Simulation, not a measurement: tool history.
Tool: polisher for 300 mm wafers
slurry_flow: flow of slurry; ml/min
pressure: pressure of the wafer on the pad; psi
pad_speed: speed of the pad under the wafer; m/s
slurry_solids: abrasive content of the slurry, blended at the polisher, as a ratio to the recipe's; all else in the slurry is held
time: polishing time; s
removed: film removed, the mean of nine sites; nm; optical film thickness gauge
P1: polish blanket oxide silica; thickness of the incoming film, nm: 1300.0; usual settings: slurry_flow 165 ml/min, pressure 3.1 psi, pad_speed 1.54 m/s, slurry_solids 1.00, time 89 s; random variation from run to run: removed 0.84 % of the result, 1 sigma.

run     day  slurry_flow  pressure  pad_speed  slurry_solids  time  wafers polished on this pad  hours since the slurry nozzle was cleaned  hours since the head pressure was calibrated  hours since the slurry blender was calibrated  hours since the conditioning disc was replaced  removed
  1   0.425          165       3.1       1.54           1.00    89                         1153                                      112.1                                         456.6                                          157.3                                           233.1  232.250
  2   0.692          165       3.1       1.54           1.00    89                         1201                                      118.5                                         463.0                                          163.7                                           239.5  234.800
  3   1.079          165       3.1       1.54           1.00   132                         1270                                      127.8                                         472.3                                          173.0                                           248.8  347.090
  4   1.392          165       3.1       1.54           1.40    89                         1325                                      135.3                                         479.8                                          180.5                                           256.3  263.170
  5   1.738          165       3.1       1.54           1.00    89                         1387                                      143.6                                         488.1                                          188.8                                           264.6  231.780
  6   2.296          100       3.1       1.54           1.00    89                         1487                                      157.0                                         501.5                                          202.2                                           278.0  210.820
  7   2.696          165       3.1       0.70           1.00    89                         1558                                      166.6                                         511.1                                          211.8                                           287.6  121.670
  8   3.171          165       1.4       1.54           1.00    89                         1643                                      178.0                                         522.5                                          223.2                                           299.0  104.340
  9   3.688          165       3.1       1.54           0.55    89                         1735                                      190.4                                         534.9                                          235.6                                           311.4  169.110
 10   4.100          165       3.1       1.54           1.00    42                         1809                                      200.3                                         544.8                                          245.5                                           321.3  107.280
 11   4.658          165       3.1       1.54           1.00    89                         1908                                      213.7                                         558.2                                          258.9                                           334.7  229.900
 12   5.192          165       3.1       1.54           1.00    89                         2003                                      226.5                                         571.0                                          271.7                                           347.5  231.690
 13   5.475          165       4.0       1.54           1.00    89                         2054                                      233.3                                         577.8                                          278.5                                           354.3  299.620
 14   6.033          165       3.1       2.24           1.00    89                         2154                                      246.7                                         591.2                                          291.9                                           367.7  315.240
 15   6.396          165       4.9       1.54           0.70    89                         2218                                      255.4                                         599.9                                          300.6                                           376.4  308.180
 16   6.817          165       3.1       1.54           1.00    89                         2293                                      265.5                                         610.0                                          310.7                                           386.5  232.580
 17   7.383          100       3.1       1.54           1.00   132                         2394                                      279.1                                         623.6                                          324.3                                           400.1  310.590
 18   7.683          260       3.1       1.54           1.00    89                         2448                                      286.3                                         630.8                                          331.5                                           407.3  245.530
 19   7.958          165       3.1       0.70           1.00    59                         2497                                      292.9                                         637.4                                          338.1                                           413.9   81.162
 20   8.433          165       3.1       1.54           1.00    89                         2582                                      304.3                                         648.8                                          349.5                                           425.3  232.260
 21   8.867          165       3.1       1.54           1.00    89                         2659                                      314.7                                         659.2                                          359.9                                           435.7  220.500
      9.354  -- conditioning disc replaced and pad reconditioned
 22   9.404          165       3.1       1.54           1.00    89                         2755                                      327.6                                         672.1                                          372.8                                             1.3  211.110
 23   9.704          165       3.1       1.54           1.00    89                         2808                                      334.8                                         679.3                                          380.0                                             8.5  211.290
      9.750  -- head pressure recalibrated
 24  10.092          165       3.1       1.54           1.00    89                         2878                                      344.1                                           8.2                                          389.3                                            17.8  210.050
     10.246  -- slurry nozzle cleaned
 25  10.638          165       3.1       1.54           1.00    89                         2975                                        9.5                                          21.3                                          402.4                                            30.9  208.460
 26  10.888          165       3.1       1.54           1.00    89                         3019                                       15.5                                          27.3                                          408.4                                            36.9  210.060

What P1 gives has crept away from where it was. These 2 causes fit the log equally well, each at the size given:
A: removal rate lost through wear of the pad, % = 9.83
B: abrasive missing from the slurry, % = 19.3
The creep began at about day 8.433.
Why every other cause is out:
slurry flow missing at the pad, %: serviced at day 10.246, which brought nothing back
head's pressure below its setpoint, %: serviced at day 9.750, which brought nothing back
time polished since the conditioner stopped cutting, s: serviced at day 9.354, which brought nothing back

4 check runs are offered, each on 5 wafers whose results are averaged, their results left as question marks. Which one tells the causes apart?
check 1  11.138          255       3.1       1.54           1.00    89                                                                                                                                                                                                                             ?
check 2  11.138          165       3.1       2.24           1.00    50                                                                                                                                                                                                                             ?
check 3  11.138          255       3.1       1.54           1.00    47                                                                                                                                                                                                                             ?
check 4  11.138          165       3.1       1.54           0.60    56                                                                                                                                                                                                                             ?

What each check would give under each cause:
  check   result     if A     if B
check 1  removed  220.340  220.400
check 2  removed  157.880  157.920
check 3  removed  116.360  116.390
check 4  removed  100.550   97.903
How far apart the two closest causes lie, in the result that separates them most: check 1 0.03 %; check 2 0.03 %; check 3 0.03 %; check 4 2.67 %
Only check 4 tells the causes apart: in the others they would give nearly the same result.

Check 4 was then run and gave: removed 97.649 nm. Which cause is it?

It is B: abrasive missing from the slurry, %.

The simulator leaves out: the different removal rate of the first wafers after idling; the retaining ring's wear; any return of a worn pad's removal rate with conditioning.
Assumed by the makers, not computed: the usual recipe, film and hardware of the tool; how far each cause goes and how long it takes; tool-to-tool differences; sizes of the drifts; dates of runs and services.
